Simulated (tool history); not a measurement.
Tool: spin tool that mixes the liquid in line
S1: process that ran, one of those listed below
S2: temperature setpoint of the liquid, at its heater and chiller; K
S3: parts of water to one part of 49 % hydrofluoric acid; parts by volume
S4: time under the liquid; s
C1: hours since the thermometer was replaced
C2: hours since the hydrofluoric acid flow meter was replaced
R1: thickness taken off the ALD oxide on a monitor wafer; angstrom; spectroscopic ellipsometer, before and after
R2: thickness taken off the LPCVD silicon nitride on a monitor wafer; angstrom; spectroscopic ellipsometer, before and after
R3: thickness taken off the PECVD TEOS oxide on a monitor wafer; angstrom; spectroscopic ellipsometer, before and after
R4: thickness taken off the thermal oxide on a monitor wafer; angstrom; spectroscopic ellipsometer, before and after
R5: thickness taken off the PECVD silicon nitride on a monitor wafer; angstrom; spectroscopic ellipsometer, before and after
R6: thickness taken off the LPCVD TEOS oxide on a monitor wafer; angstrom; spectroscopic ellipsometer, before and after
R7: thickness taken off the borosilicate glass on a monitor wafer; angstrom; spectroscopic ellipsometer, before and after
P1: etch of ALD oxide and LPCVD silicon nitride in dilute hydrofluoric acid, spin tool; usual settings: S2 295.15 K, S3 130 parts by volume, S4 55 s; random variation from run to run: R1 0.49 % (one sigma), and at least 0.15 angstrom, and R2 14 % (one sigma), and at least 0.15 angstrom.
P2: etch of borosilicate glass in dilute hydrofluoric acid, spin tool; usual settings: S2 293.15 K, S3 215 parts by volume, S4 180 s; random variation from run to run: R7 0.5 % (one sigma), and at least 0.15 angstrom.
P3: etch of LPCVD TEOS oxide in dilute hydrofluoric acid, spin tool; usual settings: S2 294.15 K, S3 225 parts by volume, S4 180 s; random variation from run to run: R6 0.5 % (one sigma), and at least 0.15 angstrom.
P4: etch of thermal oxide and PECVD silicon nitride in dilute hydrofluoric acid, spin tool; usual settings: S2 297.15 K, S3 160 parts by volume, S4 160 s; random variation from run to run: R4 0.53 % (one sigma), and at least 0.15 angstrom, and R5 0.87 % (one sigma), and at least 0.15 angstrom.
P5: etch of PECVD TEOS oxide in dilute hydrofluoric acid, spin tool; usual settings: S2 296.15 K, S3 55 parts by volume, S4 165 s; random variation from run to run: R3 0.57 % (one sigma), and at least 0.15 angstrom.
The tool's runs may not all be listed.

| run | hour | S1 | S2 | S3 | S4 | C1 | C2 | R1 | R2 | R3 | R4 | R5 | R6 | R7 |
|---|---|---|---|---|---|---|---|---|---|---|---|---|---|---|
| 1 | 8.1 | P1 | 295.15 | 130 | 55 | 959.7 | 242.3 | 97.506 | 1.6647 |  |  |  |  |  |
| 2 | 17.9 | P5 | 296.15 | 55 | 165 | 969.5 | 252.1 |  |  | 611.13 |  |  |  |  |
| 3 | 25.2 | P1 | 295.15 | 130 | 55 | 976.8 | 259.4 | 96.904 | 1.4301 |  |  |  |  |  |
| 4 | 34.9 | P4 | 297.15 | 240 | 160 | 986.5 | 269.1 |  |  |  | 26.156 | 21.042 |  |  |
| 5 | 40.3 | P1 | 295.15 | 130 | 15 | 991.9 | 274.5 | 26.801 | 0.62434 |  |  |  |  |  |
| 6 | 50.4 | P4 | 292.65 | 160 | 160 | 1002 | 284.6 |  |  |  | 36.118 | 23.047 |  |  |
| 7 | 59.5 | P3 | 294.15 | 225 | 180 | 1011.1 | 293.7 |  |  |  |  |  | 103.74 |  |
| 8 | 68.5 | P3 | 290.15 | 225 | 180 | 1020.1 | 302.7 |  |  |  |  |  | 89.237 |  |
| 9 | 77.8 | P1 | 300.15 | 130 | 15 | 1029.4 | 312 | 32.42 | 0.73925 |  |  |  |  |  |
| 10 | 86.4 | P3 | 294.15 | 225 | 90 | 1038 | 320.6 |  |  |  |  |  | 51.534 |  |
| 11 | 92.6 | P1 | 295.15 | 130 | 55 | 1044.2 | 326.8 | 97.378 | 1.7665 |  |  |  |  |  |
| 12 | 102.5 | P2 | 293.15 | 215 | 180 | 1054.1 | 336.7 |  |  |  |  |  |  | 163.5 |
| 13 | 107.4 | P1 | 295.15 | 130 | 55 | 1059 | 341.6 | 97.886 | 2.123 |  |  |  |  |  |
| 14 | 115.3 | P5 | 296.15 | 55 | 25 | 1066.9 | 349.5 |  |  | 91.749 |  |  |  |  |
| 15 | 125.6 | P4 | 297.15 | 160 | 160 | 1077.2 | 359.8 |  |  |  | 42.994 | 31.385 |  |  |
| 16 | 130.7 | P4 | 297.15 | 160 | 160 | 1082.3 | 364.9 |  |  |  | 42.731 | 31.108 |  |  |
| 17 | 138.3 | P1 | 295.15 | 130 | 100 | 1089.9 | 372.5 | 175.96 | 2.9125 |  |  |  |  |  |
| 18 | 145.4 | P3 | 294.15 | 375 | 180 | 1097 | 379.6 |  |  |  |  |  | 54.203 |  |
| 19 | 153.5 | P5 | 296.15 | 55 | 165 | 1105.1 | 387.7 |  |  | 608.35 |  |  |  |  |
| 20 | 160.6 | P2 | 293.15 | 215 | 295 | 1112.2 | 394.8 |  |  |  |  |  |  | 266.16 |
| 21 | 167.7 | P3 | 294.15 | 225 | 180 | 1119.3 | 401.9 |  |  |  |  |  | 103.45 |  |
| 22 | 175.6 | P4 | 297.15 | 160 | 240 | 1127.2 | 409.8 |  |  |  | 63.986 | 46.949 |  |  |
| 23 | 181.6 | P1 | 290.15 | 130 | 55 | 1133.2 | 415.8 | 78.904 | 0.98433 |  |  |  |  |  |
| 24 | 190.2 | P1 | 295.15 | 40 | 100 | 1141.8 | 424.4 | 642.59 | 10.672 |  |  |  |  |  |

The next listed run, before its measurement:
| 25 | 198.1 | P2 | 293.15 | 295 | 180 | 1149.7 | 432.3 |  |  |  |  |  |  | ? |

R7: 109.9 angstrom
